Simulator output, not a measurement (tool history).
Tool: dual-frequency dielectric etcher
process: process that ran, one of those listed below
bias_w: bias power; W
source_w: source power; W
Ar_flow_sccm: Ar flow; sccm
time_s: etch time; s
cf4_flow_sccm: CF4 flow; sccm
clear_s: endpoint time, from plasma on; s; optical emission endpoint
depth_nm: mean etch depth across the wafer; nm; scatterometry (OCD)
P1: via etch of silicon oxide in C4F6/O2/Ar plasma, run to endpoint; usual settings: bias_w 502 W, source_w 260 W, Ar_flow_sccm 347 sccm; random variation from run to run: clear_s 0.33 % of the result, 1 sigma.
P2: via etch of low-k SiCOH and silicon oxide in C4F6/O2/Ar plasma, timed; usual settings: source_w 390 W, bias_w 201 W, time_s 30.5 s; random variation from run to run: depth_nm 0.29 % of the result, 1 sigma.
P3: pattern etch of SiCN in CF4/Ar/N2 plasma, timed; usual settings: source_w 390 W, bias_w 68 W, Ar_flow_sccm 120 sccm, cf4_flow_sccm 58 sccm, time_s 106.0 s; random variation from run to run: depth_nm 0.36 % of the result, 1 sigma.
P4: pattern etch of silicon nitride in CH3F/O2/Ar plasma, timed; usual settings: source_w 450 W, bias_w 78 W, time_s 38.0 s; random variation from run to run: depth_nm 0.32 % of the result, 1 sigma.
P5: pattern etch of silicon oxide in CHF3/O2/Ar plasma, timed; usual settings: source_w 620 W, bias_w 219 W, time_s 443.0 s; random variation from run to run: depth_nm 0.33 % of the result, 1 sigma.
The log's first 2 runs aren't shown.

run   hour  process  bias_w  source_w  Ar_flow_sccm  time_s  cf4_flow_sccm  clear_s  depth_nm
  3   29.8       P1     502       190           213                          26.511
  4   39.2       P4     110       450                  38.0                            32.905
  5   48.1       P2     154       390                  30.5                            70.266
  6   53.8       P1     502       260           347                          24.846
  7   60.0       P1     628       260           347                          22.616
  8   71.4       P1     309       260           441                          30.406
  9   79.6       P2     201       530                  30.5                            85.944
 10   89.2       P3      94       390           120   106.0             58             85.736
 11   98.1       P1     502       260           347                          24.641
 12  103.3       P5     219       620                 443.0                           950.840
 13  109.2       P1     502       260           347                          24.794
 14  117.4       P1     502       200           347                          27.425
 15  128.7       P3      68       310           120   106.0             58             62.299
 16  137.9       P1     502       260           261                          24.150
 17  145.7       P1     502       330           347                          22.669
 18  156.5       P1     502       260           463                          25.480
 19  167.0       P3      68       390           120   106.0             58             75.492
 20  178.2       P4      78       450                  38.0                            29.322
 21  188.9       P4      78       450                  38.0                            29.126
 22  196.4       P1     336       260           347                          28.928
 23  206.5       P2     201       390                  23.5                            58.933
 24  217.0       P4      78       450                  55.0                            42.206

Forecast run 25:
 25  228.5       P5     158       620                 443.0                                 ?

Run 25 gave depth_nm 850.440 nm.
